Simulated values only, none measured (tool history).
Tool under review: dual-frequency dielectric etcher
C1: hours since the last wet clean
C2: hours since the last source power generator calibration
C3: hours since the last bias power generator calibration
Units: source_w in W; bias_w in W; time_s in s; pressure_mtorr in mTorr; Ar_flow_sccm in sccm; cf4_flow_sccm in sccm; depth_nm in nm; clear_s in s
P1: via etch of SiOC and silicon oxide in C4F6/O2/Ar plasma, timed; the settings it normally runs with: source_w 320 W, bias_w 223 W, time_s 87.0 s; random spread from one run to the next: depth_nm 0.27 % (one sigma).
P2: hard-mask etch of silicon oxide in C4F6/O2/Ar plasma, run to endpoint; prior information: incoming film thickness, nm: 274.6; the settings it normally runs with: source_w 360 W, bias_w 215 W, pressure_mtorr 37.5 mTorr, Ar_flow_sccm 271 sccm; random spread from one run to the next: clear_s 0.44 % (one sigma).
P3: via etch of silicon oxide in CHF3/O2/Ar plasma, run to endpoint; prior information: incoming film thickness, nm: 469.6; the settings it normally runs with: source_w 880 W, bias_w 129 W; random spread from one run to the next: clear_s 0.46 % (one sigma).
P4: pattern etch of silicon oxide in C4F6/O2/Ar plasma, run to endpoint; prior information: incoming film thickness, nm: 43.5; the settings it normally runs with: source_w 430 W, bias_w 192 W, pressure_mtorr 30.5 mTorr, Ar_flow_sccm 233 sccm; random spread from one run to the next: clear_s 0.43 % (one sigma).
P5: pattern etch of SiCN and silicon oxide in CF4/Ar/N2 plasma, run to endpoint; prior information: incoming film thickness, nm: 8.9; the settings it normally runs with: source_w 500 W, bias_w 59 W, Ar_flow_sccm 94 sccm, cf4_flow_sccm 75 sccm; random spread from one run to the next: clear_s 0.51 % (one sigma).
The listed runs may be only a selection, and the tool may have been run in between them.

{"run": 1, "hour": 16.5, "process": "P1", "source_w": 320, "bias_w": 223, "time_s": 87.0, "C1": 293.1, "C2": 1047.6, "C3": 1032.0, "depth_nm": 100.1}
{"run": 2, "hour": 29.2, "process": "P4", "source_w": 430, "bias_w": 249, "pressure_mtorr": 30.5, "Ar_flow_sccm": 233, "C1": 305.8, "C2": 1060.3, "C3": 1044.7, "clear_s": 11.747}
{"run": 3, "hour": 43.7, "process": "P1", "source_w": 210, "bias_w": 303, "time_s": 87.0, "C1": 320.3, "C2": 1074.8, "C3": 1059.2, "depth_nm": 94.998}
{"run": 4, "hour": 52.3, "process": "P3", "source_w": 880, "bias_w": 129, "C1": 328.9, "C2": 1083.4, "C3": 1067.8, "clear_s": 232.99}
{"run": 5, "hour": 69.4, "process": "P5", "source_w": 610, "bias_w": 59, "Ar_flow_sccm": 94, "cf4_flow_sccm": 75, "C1": 346.0, "C2": 1100.5, "C3": 1084.9, "clear_s": 8.1023}
{"run": 6, "hour": 77.7, "process": "P3", "source_w": 880, "bias_w": 75, "C1": 354.3, "C2": 1108.8, "C3": 1093.2, "clear_s": 274.63}
{"run": 7, "hour": 85.6, "process": "P1", "source_w": 420, "bias_w": 223, "time_s": 87.0, "C1": 362.2, "C2": 1116.7, "C3": 1101.1, "depth_nm": 111.09}
{"run": 8, "hour": 100.1, "process": "P2", "source_w": 280, "bias_w": 215, "pressure_mtorr": 37.5, "Ar_flow_sccm": 271, "C1": 376.7, "C2": 1131.2, "C3": 1115.6, "clear_s": 93.444}
{"run": 9, "hour": 116.4, "process": "P3", "source_w": 880, "bias_w": 129, "C1": 393.0, "C2": 1147.5, "C3": 1131.9, "clear_s": 235.68}
{"run": 10, "hour": 129.9, "process": "P1", "source_w": 320, "bias_w": 223, "time_s": 87.0, "C1": 406.5, "C2": 1161.0, "C3": 1145.4, "depth_nm": 99.831}
{"run": 11, "hour": 138.8, "process": "P5", "source_w": 500, "bias_w": 59, "Ar_flow_sccm": 61, "cf4_flow_sccm": 75, "C1": 415.4, "C2": 1169.9, "C3": 1154.3, "clear_s": 9.0081}
{"run": 12, "hour": 150.5, "process": "P1", "source_w": 320, "bias_w": 223, "time_s": 87.0, "C1": 427.1, "C2": 1181.6, "C3": 1166.0, "depth_nm": 100.31}
{"run": 13, "hour": 163.5, "process": "P1", "source_w": 320, "bias_w": 223, "time_s": 112.5, "C1": 440.1, "C2": 1194.6, "C3": 1179.0, "depth_nm": 128.96}
{"run": 14, "hour": 181.7, "process": "P5", "source_w": 500, "bias_w": 59, "Ar_flow_sccm": 94, "cf4_flow_sccm": 75, "C1": 458.3, "C2": 1212.8, "C3": 1197.2, "clear_s": 9.6107}
{"run": 15, "hour": 199.1, "process": "P2", "source_w": 360, "bias_w": 215, "pressure_mtorr": 37.5, "Ar_flow_sccm": 371, "C1": 475.7, "C2": 1230.2, "C3": 1214.6, "clear_s": 87.546}
{"run": 16, "hour": 207.1, "process": "P4", "source_w": 430, "bias_w": 192, "pressure_mtorr": 42.0, "Ar_flow_sccm": 233, "C1": 483.7, "C2": 1238.2, "C3": 1222.6, "clear_s": 13.281}
{"run": 17, "hour": 216.5, "process": "P1", "source_w": 320, "bias_w": 154, "time_s": 87.0, "C1": 493.1, "C2": 1247.6, "C3": 1232.0, "depth_nm": 88.748}
{"run": 18, "hour": 232.3, "process": "P2", "source_w": 360, "bias_w": 215, "pressure_mtorr": 52.5, "Ar_flow_sccm": 271, "C1": 508.9, "C2": 1263.4, "C3": 1247.8, "clear_s": 88.418}
{"run": 19, "hour": 250.5, "process": "P3", "source_w": 1240, "bias_w": 129, "C1": 527.1, "C2": 1281.6, "C3": 1266.0, "clear_s": 205.56}
{"run": 20, "hour": 260.0, "process": "P4", "source_w": 430, "bias_w": 192, "pressure_mtorr": 30.5, "Ar_flow_sccm": 154, "C1": 536.6, "C2": 1291.1, "C3": 1275.5, "clear_s": 12.177}
{"run": 21, "hour": 270.9, "process": "P1", "source_w": 320, "bias_w": 314, "time_s": 87.0, "C1": 547.5, "C2": 1302.0, "C3": 1286.4, "depth_nm": 113.08}
{"run": 22, "hour": 280.1, "process": "P1", "source_w": 190, "bias_w": 223, "time_s": 87.0, "C1": 556.7, "C2": 1311.2, "C3": 1295.6, "depth_nm": 81.795}
{"run": 23, "hour": 295.7, "process": "P4", "source_w": 310, "bias_w": 192, "pressure_mtorr": 30.5, "Ar_flow_sccm": 233, "C1": 572.3, "C2": 1326.8, "C3": 1311.2, "clear_s": 14.395}
{"run": 24, "hour": 307.0, "process": "P5", "source_w": 500, "bias_w": 41, "Ar_flow_sccm": 94, "cf4_flow_sccm": 75, "C1": 583.6, "C2": 1338.1, "C3": 1322.5, "clear_s": 10.608}
{"run": 25, "hour": 317.5, "process": "P2", "source_w": 360, "bias_w": 215, "pressure_mtorr": 37.5, "Ar_flow_sccm": 271, "C1": 594.1, "C2": 1348.6, "C3": 1333.0, "clear_s": 84.728}
{"run": 26, "hour": 329.5, "process": "P5", "source_w": 500, "bias_w": 59, "Ar_flow_sccm": 94, "cf4_flow_sccm": 75, "C1": 606.1, "C2": 1360.6, "C3": 1345.0, "clear_s": 9.7247}
{"run": 27, "hour": 347.1, "process": "P1", "source_w": 320, "bias_w": 223, "time_s": 87.0, "C1": 623.7, "C2": 1378.2, "C3": 1362.6, "depth_nm": 100.21}
{"run": 28, "hour": 361.4, "process": "P4", "source_w": 430, "bias_w": 192, "pressure_mtorr": 30.5, "Ar_flow_sccm": 233, "C1": 638.0, "C2": 1392.5, "C3": 1376.9, "clear_s": 12.709}
{"run": 29, "hour": 370.4, "process": "P2", "source_w": 360, "bias_w": 132, "pressure_mtorr": 37.5, "Ar_flow_sccm": 271, "C1": 647.0, "C2": 1401.5, "C3": 1385.9, "clear_s": 98.534}
{"run": 30, "hour": 383.5, "process": "P1", "source_w": 320, "bias_w": 223, "time_s": 87.0, "C1": 660.1, "C2": 1414.6, "C3": 1399.0, "depth_nm": 100.11}
{"run": 31, "hour": 401.0, "process": "P1", "source_w": 320, "bias_w": 223, "time_s": 48.0, "C1": 677.6, "C2": 1432.1, "C3": 1416.5, "depth_nm": 54.901}
{"run": 32, "hour": 416.0, "process": "P5", "source_w": 500, "bias_w": 59, "Ar_flow_sccm": 94, "cf4_flow_sccm": 96, "C1": 692.6, "C2": 1447.1, "C3": 1431.5, "clear_s": 9.1915}
{"run": 33, "hour": 433.9, "process": "P1", "source_w": 320, "bias_w": 223, "time_s": 87.0, "C1": 710.5, "C2": 1465.0, "C3": 1449.4, "depth_nm": 99.443}
{"run": 34, "hour": 449.6, "process": "P1", "source_w": 320, "bias_w": 223, "time_s": 87.0, "C1": 726.2, "C2": 1480.7, "C3": 1465.1, "depth_nm": 100.05}
{"run": 35, "hour": 459.2, "process": "P1", "source_w": 320, "bias_w": 223, "time_s": 87.0, "C1": 735.8, "C2": 1490.3, "C3": 1474.7, "depth_nm": 100.56}
{"run": 36, "hour": 469.7, "process": "P1", "source_w": 320, "bias_w": 223, "time_s": 87.0, "C1": 746.3, "C2": 1500.8, "C3": 1485.2, "depth_nm": 100.59}
{"run": 37, "hour": 487.6, "process": "P1", "source_w": 320, "bias_w": 223, "time_s": 87.0, "C1": 764.2, "C2": 1518.7, "C3": 1503.1, "depth_nm": 101.3}
{"run": 38, "hour": 500.0, "process": "P1", "source_w": 320, "bias_w": 223, "time_s": 87.0, "C1": 776.6, "C2": 1531.1, "C3": 1515.5, "depth_nm": 101.22}
{"run": 39, "hour": 515.1, "process": "P1", "source_w": 320, "bias_w": 223, "time_s": 87.0, "C1": 791.7, "C2": 1546.2, "C3": 1530.6, "depth_nm": 101.18}
{"hour": 526.0, "done": "wet clean of the chamber"}
{"run": 40, "hour": 531.5, "process": "P1", "source_w": 320, "bias_w": 223, "time_s": 87.0, "C1": 5.6, "C2": 1562.6, "C3": 1547.0, "depth_nm": 101.21}
{"run": 41, "hour": 544.8, "process": "P1", "source_w": 320, "bias_w": 223, "time_s": 87.0, "C1": 18.9, "C2": 1575.9, "C3": 1560.3, "depth_nm": 100.98}
{"run": 42, "hour": 553.3, "process": "P1", "source_w": 320, "bias_w": 223, "time_s": 87.0, "C1": 27.4, "C2": 1584.4, "C3": 1568.8, "depth_nm": 100.83}
{"run": 43, "hour": 570.3, "process": "P1", "source_w": 320, "bias_w": 223, "time_s": 87.0, "C1": 44.4, "C2": 1601.4, "C3": 1585.8, "depth_nm": 101.05}
{"run": 44, "hour": 582.2, "process": "P1", "source_w": 320, "bias_w": 223, "time_s": 87.0, "C1": 56.3, "C2": 1613.3, "C3": 1597.7, "depth_nm": 101.2}

Something has made what P1 gives creep away from where it was; the 2 causes below, each at its own stated size, fit the log equally well:
A: bias power that arrives over what is set, % = 4.08
B: source power that arrives over what is set, % = 3.65
The gradual shift began around hour 433.9.
Excluded causes, each with its reason:
chamber walls in a state that raises the etch rate, %: serviced after onset, at hour 526.0, with no recovery of the prior output

Below are 4 check runs, each averaged over 3 wafers, with their results shown as question marks. Which of them would give clearly different results depending on which cause is behind the drift?
{"run": "check 1", "hour": 594.1, "process": "P3", "source_w": 1120, "bias_w": 78, "clear_s": "?"}
{"run": "check 2", "hour": 594.1, "process": "P2", "source_w": 360, "bias_w": 166, "pressure_mtorr": 37.5, "Ar_flow_sccm": 271, "clear_s": "?"}
{"run": "check 3", "hour": 594.1, "process": "P4", "source_w": 430, "bias_w": 226, "pressure_mtorr": 30.5, "Ar_flow_sccm": 175, "clear_s": "?"}
{"run": "check 4", "hour": 594.1, "process": "P5", "source_w": 500, "bias_w": 48, "Ar_flow_sccm": 94, "cf4_flow_sccm": 87, "clear_s": "?"}

What every check run would give for each of its results, assuming each possible cause in turn:
check=check_1 result=clear_s if_A=243.6300 if_B=242.5500
check=check_2 result=clear_s if_A=90.8970 if_B=90.7660
check=check_3 result=clear_s if_A=11.5420 if_B=11.5350
check=check_4 result=clear_s if_A=9.8572 if_B=9.6564
Gap, in per cent, between the two causes that each check separates least, read from the result that separates them most: check 1 0.44 %; check 2 0.14 %; check 3 0.06 %; check 4 2.06 %
Check 4 distinguishes between the causes, while the remaining checks would return nearly the same result for all of them.

Then check 4 was run and gave: clear_s 9.8878 s. Which cause is it?

It was cause A: bias power that arrives over what is set, %.
